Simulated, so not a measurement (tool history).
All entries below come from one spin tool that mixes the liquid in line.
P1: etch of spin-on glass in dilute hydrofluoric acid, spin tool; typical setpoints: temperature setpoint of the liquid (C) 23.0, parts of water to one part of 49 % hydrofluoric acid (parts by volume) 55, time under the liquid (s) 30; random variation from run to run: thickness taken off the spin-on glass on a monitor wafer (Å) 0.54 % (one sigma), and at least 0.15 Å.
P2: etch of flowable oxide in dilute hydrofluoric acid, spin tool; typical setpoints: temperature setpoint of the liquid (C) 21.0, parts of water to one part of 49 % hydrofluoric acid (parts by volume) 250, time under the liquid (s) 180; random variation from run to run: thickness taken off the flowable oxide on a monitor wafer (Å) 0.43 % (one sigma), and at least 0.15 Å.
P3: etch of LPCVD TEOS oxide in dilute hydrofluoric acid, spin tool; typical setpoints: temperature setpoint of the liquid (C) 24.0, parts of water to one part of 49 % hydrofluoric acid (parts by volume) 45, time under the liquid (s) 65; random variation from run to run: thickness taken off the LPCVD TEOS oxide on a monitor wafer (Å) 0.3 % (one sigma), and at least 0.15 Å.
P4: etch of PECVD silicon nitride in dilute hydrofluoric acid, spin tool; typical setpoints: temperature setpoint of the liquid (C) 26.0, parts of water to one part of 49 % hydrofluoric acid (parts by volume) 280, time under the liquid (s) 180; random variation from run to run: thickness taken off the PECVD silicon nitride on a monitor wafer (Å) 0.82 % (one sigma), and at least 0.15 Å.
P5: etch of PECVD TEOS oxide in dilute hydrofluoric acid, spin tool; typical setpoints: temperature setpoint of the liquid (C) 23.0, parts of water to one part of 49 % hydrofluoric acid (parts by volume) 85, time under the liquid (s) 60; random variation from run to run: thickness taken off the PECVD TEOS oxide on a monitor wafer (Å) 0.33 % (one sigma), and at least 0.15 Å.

run    day  process that ran  temperature setpoint of the liquid (C)  parts of water to one part of 49 % hydrofluoric acid (parts by volume)  time under the liquid (s)  hours since the thermometer was replaced  hours since the hydrofluoric acid flow meter was replaced  thickness taken off the spin-on glass on a monitor wafer (Å)  thickness taken off the flowable oxide on a monitor wafer (Å)  thickness taken off the PECVD silicon nitride on a monitor wafer (Å)  thickness taken off the PECVD TEOS oxide on a monitor wafer (Å)  thickness taken off the LPCVD TEOS oxide on a monitor wafer (Å)
  1  0.112                P1                                    23.0                                                                      55                         30                                     823.0                                                      415.7                                                        272.46
  2  0.317                P1                                    30.5                                                                      55                         30                                     827.9                                                      420.6                                                        367.71
  3  0.508                P1                                    23.0                                                                      55                         30                                     832.5                                                      425.2                                                        270.53
  4  0.662                P1                                    23.0                                                                      55                         30                                     836.2                                                      428.9                                                        271.97
  5  0.771                P1                                    23.0                                                                      55                         30                                     838.8                                                      431.5                                                        272.33
  6  0.896                P1                                    23.0                                                                      20                         60                                     841.8                                                      434.5                                                       1572.80
  7  1.067                P2                                    21.0                                                                      85                        180                                     845.9                                                      438.6                                                                                                                       658.03
  8  1.192                P4                                    26.0                                                                      60                        180                                     848.9                                                      441.6                                                                                                                                                                                           149.8500
  9  1.404                P5                                    26.5                                                                      85                         60                                     854.0                                                      446.7                                                                                                                                                                                                                                                             178.700
 10  1.596                P1                                    23.0                                                                      55                         30                                     858.6                                                      451.3                                                        268.99
 11  1.771                P3                                    24.0                                                                      45                        130                                     862.8                                                      455.5                                                                                                                                                                                                                                                                                                                               762.58
 12  1.879                P1                                    30.5                                                                      20                         30                                     865.4                                                      458.1                                                       1070.90
     1.942  -- thermometer replaced
 13  2.017                P1                                    17.0                                                                      55                         30                                       1.8                                                      461.4                                                        210.76
 14  2.183                P4                                    26.0                                                                     280                         35                                       5.8                                                      465.4                                                                                                                                                                                             6.3044
 15  2.379                P5                                    23.0                                                                      85                         15                                      10.5                                                      470.1                                                                                                                                                                                                                                                              38.561
 16  2.483                P5                                    23.0                                                                      40                         60                                      13.0                                                      472.6                                                                                                                                                                                                                                                             348.650
 17  2.671                P1                                    23.0                                                                      55                         30                                      17.5                                                      477.1                                                        271.31
 18  2.854                P2                                    21.0                                                                     250                        180                                      21.9                                                      481.5                                                                                                                       189.10
 19  3.000                P1                                    23.0                                                                      55                         15                                      25.4                                                      485.0                                                        136.90
 20  3.212                P2                                    21.0                                                                     250                        270                                      30.5                                                      490.1                                                                                                                       281.94
 21  3.392                P3                                    24.0                                                                      45                         65                                      34.8                                                      494.4                                                                                                                                                                                                                                                                                                                               383.22
 22  3.538                P1                                    23.0                                                                      25                         30                                      38.3                                                      497.9                                                        620.27
 23  3.679                P4                                    26.0                                                                     280                        180                                      41.7                                                      501.3                                                                                                                                                                                            32.0900
 24  3.800                P1                                    23.0                                                                      80                         55                                      44.6                                                      504.2                                                        331.33
 25  3.917                P3                                    30.5                                                                      45                         65                                      47.4                                                      507.0                                                                                                                                                                                                                                                                                                                               498.03
 26  4.100                P4                                    33.0                                                                     280                        180                                      51.8                                                      511.4                                                                                                                                                                                            48.6690
 27  4.279                P1                                    23.0                                                                      55                         60                                      56.1                                                      515.7                                                        548.08
 28  4.379                P5                                    23.0                                                                      85                         60                                      58.5                                                      518.1                                                                                                                                                                                                                                                             155.340
 29  4.504                P1                                    23.0                                                                      95                         30                                      61.5                                                      521.1                                                        149.36
 30  4.625                P4                                    26.0                                                                     280                        180                                      64.4                                                      524.0                                                                                                                                                                                            32.0330
 31  4.788                P3                                    24.0                                                                      25                         65                                      68.3                                                      527.9                                                                                                                                                                                                                                                                                                                               707.71
 32  5.008                P2                                    28.0                                                                     250                        180                                      73.6                                                      533.2                                                                                                                       241.43

What does the tool deliver on the next run?
 33  5.142                P1                                    23.0                                                                      55                         30                                      76.8                                                      536.4                                                             ?

{"run 33": {"thickness taken off the spin-on glass on a monitor wafer (Å)": 275.16}}
